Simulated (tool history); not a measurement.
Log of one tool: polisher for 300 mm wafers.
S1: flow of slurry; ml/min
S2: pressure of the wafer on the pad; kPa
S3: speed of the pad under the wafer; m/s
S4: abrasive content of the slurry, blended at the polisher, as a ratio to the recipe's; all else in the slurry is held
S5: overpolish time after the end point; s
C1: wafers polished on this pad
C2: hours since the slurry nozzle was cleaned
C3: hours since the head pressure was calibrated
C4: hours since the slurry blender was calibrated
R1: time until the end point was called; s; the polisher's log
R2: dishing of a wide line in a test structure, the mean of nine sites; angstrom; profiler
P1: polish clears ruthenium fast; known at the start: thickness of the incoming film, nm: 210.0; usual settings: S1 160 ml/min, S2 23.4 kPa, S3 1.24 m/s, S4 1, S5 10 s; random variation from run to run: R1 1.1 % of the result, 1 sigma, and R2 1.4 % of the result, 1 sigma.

run 1 hour=10.1 | S1=160 S2=23.4 S3=1.24 S4=1 S5=10 | C1=701 C2=172.8 C3=126.9 C4=104.9 | R1=30.227 R2=514.24
run 2 hour=24.7 | S1=245 S2=23.4 S3=1.24 S4=1 S5=10 | C1=922 C2=187.4 C3=141.5 C4=119.5 | R1=28.64 R2=539.62
run 3 hour=32.1 | S1=160 S2=34.5 S3=1.24 S4=0.8 S5=10 | C1=1034 C2=194.8 C3=148.9 C4=126.9 | R1=22.717 R2=643.15
run 4 hour=41.2 | S1=160 S2=23.4 S3=1.24 S4=1 S5=10 | C1=1172 C2=203.9 C3=158 C4=136 | R1=30.283 R2=531.89
run 5 hour=54.2 | S1=160 S2=32.4 S3=1.24 S4=1 S5=10 | C1=1369 C2=216.9 C3=171 C4=149 | R1=21.544 R2=663.7
run 6 hour=64.3 | S1=160 S2=23.4 S3=1.24 S4=1 S5=10 | C1=1522 C2=227 C3=181.1 C4=159.1 | R1=29.75 R2=518.56
run 7 hour=78.8 | S1=160 S2=23.4 S3=1.94 S4=1 S5=10 | C1=1741 C2=241.5 C3=195.6 C4=173.6 | R1=19.027 R2=713.77
-- hour=88.4 slurry nozzle cleaned
run 8 hour=90.6 | S1=100 S2=23.4 S3=1.24 S4=1 S5=10 | C1=1920 C2=2.2 C3=207.4 C4=185.4 | R1=32.44 R2=474.62
run 9 hour=105.7 | S1=160 S2=10.3 S3=1.24 S4=1 S5=10 | C1=2149 C2=17.3 C3=222.5 C4=200.5 | R1=67.41 R2=265.04
run 10 hour=117.9 | S1=160 S2=23.4 S3=1.24 S4=1 S5=10 | C1=2333 C2=29.5 C3=234.7 C4=212.7 | R1=29.683 R2=516.51
run 11 hour=129 | S1=160 S2=23.4 S3=0.56 S4=1 S5=10 | C1=2501 C2=40.6 C3=245.8 C4=223.8 | R1=65.678 R2=263.38
run 12 hour=142.8 | S1=160 S2=23.4 S3=1.24 S4=1.3 S5=10 | C1=2710 C2=54.4 C3=259.6 C4=237.6 | R1=27.327 R2=567.97
run 13 hour=153.3 | S1=160 S2=23.4 S3=1.24 S4=1 S5=10 | C1=2869 C2=64.9 C3=270.1 C4=248.1 | R1=29.437 R2=517.93
run 14 hour=162.3 | S1=160 S2=23.4 S3=1.24 S4=0.6 S5=10 | C1=3006 C2=73.9 C3=279.1 C4=257.1 | R1=39.614 R2=421.55
run 15 hour=172 | S1=160 S2=23.4 S3=1.24 S4=1 S5=3 | C1=3153 C2=83.6 C3=288.8 C4=266.8 | R1=29.954 R2=184
run 16 hour=182.5 | S1=160 S2=23.4 S3=1.24 S4=1 S5=10 | C1=3312 C2=94.1 C3=299.3 C4=277.3 | R1=29.776 R2=521.65
run 17 hour=195.8 | S1=160 S2=23.4 S3=1.24 S4=1 S5=19 | C1=3513 C2=107.4 C3=312.6 C4=290.6 | R1=30.132 R2=817.22
run 18 hour=205 | S1=160 S2=23.4 S3=1.24 S4=1 S5=10 | C1=3652 C2=116.6 C3=321.8 C4=299.8 | R1=29.683 R2=508.46

Forecast run 19:
run 19 hour=212.6 | S1=160 S2=23.4 S3=1.24 S4=1 S5=10 | C1=3767 C2=124.2 C3=329.4 C4=307.4 | R1=? R2=?

{"run 19": {"R1": 30.427, "R2": 514.6}}
